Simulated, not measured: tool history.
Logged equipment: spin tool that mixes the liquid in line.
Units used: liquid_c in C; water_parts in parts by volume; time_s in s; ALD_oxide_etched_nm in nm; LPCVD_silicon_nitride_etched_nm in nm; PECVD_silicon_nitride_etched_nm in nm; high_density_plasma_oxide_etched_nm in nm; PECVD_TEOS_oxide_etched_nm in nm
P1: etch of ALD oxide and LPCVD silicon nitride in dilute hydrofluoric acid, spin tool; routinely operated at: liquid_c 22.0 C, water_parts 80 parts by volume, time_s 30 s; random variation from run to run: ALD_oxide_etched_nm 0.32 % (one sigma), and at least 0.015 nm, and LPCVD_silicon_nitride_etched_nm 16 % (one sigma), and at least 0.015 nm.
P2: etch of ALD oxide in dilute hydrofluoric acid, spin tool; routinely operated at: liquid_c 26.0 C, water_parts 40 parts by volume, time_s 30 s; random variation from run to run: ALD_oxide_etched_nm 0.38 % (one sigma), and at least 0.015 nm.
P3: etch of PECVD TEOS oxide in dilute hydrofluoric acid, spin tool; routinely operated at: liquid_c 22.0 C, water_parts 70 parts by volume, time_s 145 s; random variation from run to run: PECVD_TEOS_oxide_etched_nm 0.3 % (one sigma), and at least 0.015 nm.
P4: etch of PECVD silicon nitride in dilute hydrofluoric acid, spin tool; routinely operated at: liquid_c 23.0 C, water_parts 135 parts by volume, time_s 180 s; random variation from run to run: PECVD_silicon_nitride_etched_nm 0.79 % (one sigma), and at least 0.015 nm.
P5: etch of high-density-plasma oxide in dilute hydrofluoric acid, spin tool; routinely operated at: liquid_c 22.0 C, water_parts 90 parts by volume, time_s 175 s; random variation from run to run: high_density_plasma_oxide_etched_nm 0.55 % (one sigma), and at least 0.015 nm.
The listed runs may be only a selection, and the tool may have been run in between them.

run	hour	process	liquid_c	water_parts	time_s	hours since the thermometer was replaced	hours since the hydrofluoric acid flow meter was replaced	ALD_oxide_etched_nm	LPCVD_silicon_nitride_etched_nm	PECVD_silicon_nitride_etched_nm	high_density_plasma_oxide_etched_nm	PECVD_TEOS_oxide_etched_nm
1	10.9	P1	22.0	80	30	2014.5	423.8	9.5782	0.174400			
2	17.8	P1	17.0	80	55	2021.4	430.7	14.2100	0.205690			
3	26.8	P2	26.0	40	15	2030.4	439.7	7.6840				
4	36.8	P1	26.0	80	30	2040.4	449.7	11.2310	0.314640			
5	44.3	P4	17.0	135	180	2047.9	457.2			2.33200		
6	58.8	P5	22.0	90	35	2062.4	471.7				2.5047	
7	67.1	P1	22.0	80	30	2070.7	480.0	9.5564	0.155670			
8	79.4	P3	22.0	20	145	2083.0	492.3					101.000
9	88.2	P4	23.0	135	15	2091.8	501.1			0.26937		
10	100.5	P5	22.0	55	175	2104.1	513.4				21.5800	
11	112.1	P4	23.0	215	180	2115.7	525.0			2.22610		
12	121.6	P3	22.0	70	145	2125.2	534.5					26.927
13	130.3	P3	22.0	70	225	2133.9	543.2					42.020
14	139.2	P1	22.0	80	30	2142.8	552.1	9.5486	0.156830			
15	152.4	P1	22.0	80	15	2156.0	565.3	4.7645	0.075173			
16	159.1	P1	22.0	80	30	2162.7	572.0	9.5685	0.082396			
17	168.4	P4	23.0	135	180	2172.0	581.3			3.53090		
18	177.1	P5	22.0	90	175	2180.7	590.0				12.6520	
19	187.1	P2	26.0	20	30	2190.7	600.0	31.5670				
20	201.9	P1	22.0	80	30	2205.5	614.8	9.5648	0.125410			
21	209.9	P5	22.0	90	175	2213.5	622.8				12.5760	
22	221.1	P2	26.0	40	30	2224.7	634.0	15.3790				
23	229.1	P4	23.0	135	180	2232.7	642.0			3.44990		
24	242.0	P3	17.0	70	145	2245.6	654.9					21.942
25	250.9	P2	18.5	40	30	2254.5	663.8	11.2190				
26	260.6	P2	26.0	40	30	2264.2	673.5	15.2610				
27	268.0	P1	17.5	80	30	2271.6	680.9	7.9398	0.091418			
28	281.4	P1	22.0	80	30	2285.0	694.3	9.6112	0.209040			
29	293.9	P1	22.0	80	30	2297.5	706.8	9.5479	0.164750			
30	302.8	P1	22.0	40	30	2306.4	715.7	20.0060	0.369760			
31	312.2	P5	26.0	90	175	2315.8	725.1				14.9220	
32	324.5	P1	22.0	80	50	2328.1	737.4	15.8870	0.271150			
33	332.3	P1	22.0	145	30	2335.9	745.2	4.8944	0.101830			
34	346.8	P1	27.0	80	15	2350.4	759.7	5.8577	0.109860			
35	360.8	P1	27.5	80	60	2364.4	773.7	23.8100	0.420610			
36	375.5	P1	22.0	80	30	2379.1	788.4	9.5777	0.195930			
37	388.0	P1	22.0	80	30	2391.6	800.9	9.8666	0.129570			
38	402.2	P1	22.0	80	30	2405.8	815.1	10.0010	0.227270			
39	408.9	P1	22.0	80	30	2412.5	821.8	10.0970	0.161360			
40	422.6	P1	22.0	80	30	2426.2	835.5	10.1190	0.191350			
41	436.7	P1	22.0	80	30	2440.3	849.6	10.1480	0.182790			
42	447.7	P1	22.0	80	30	2451.3	860.6	10.1290	0.190520			
43	461.6	P1	22.0	80	30	2465.2	874.5	10.1570	0.211720			

What P1 gives has crept off from where it sat before. The 2 causes that follow fit the log equally well, each at the size noted:
A: hydrofluoric acid flow above the setpoint (%) = 5.94
B: liquid hotter than its thermometer reads (K) = 1.56
The gradual shift began around hour 375.5.

Below are 4 check runs, each averaged over 2 wafers, with their results shown as question marks. Which of them would give clearly different results depending on which cause is behind the drift?
check 1	475.5	P3	22.0	70	145							?
check 2	475.5	P5	22.0	90	175						?	
check 3	475.5	P4	23.0	135	180					?		
check 4	475.5	P2	26.0	40	30			?				

Check results expected under each cause:
check	result	if A	if B
check 1	PECVD_TEOS_oxide_etched_nm	28.705	28.745
check 2	high_density_plasma_oxide_etched_nm	13.5220	13.5100
check 3	PECVD_silicon_nitride_etched_nm	3.72370	3.89360
check 4	ALD_oxide_etched_nm	16.2060	16.2480
Distance between the nearest two causes, measured in the result of the check that separates them most: check 1 0.14 %; check 2 0.08 %; check 3 4.46 %; check 4 0.26 %
Of the check runs offered, only check 3 discriminates between the causes; the rest would read about the same regardless of which cause applies.

Running check 3 produced the following: PECVD_silicon_nitride_etched_nm 3.72580 nm. Which one of the listed causes fits?

A is the cause: hydrofluoric acid flow above the setpoint (%).
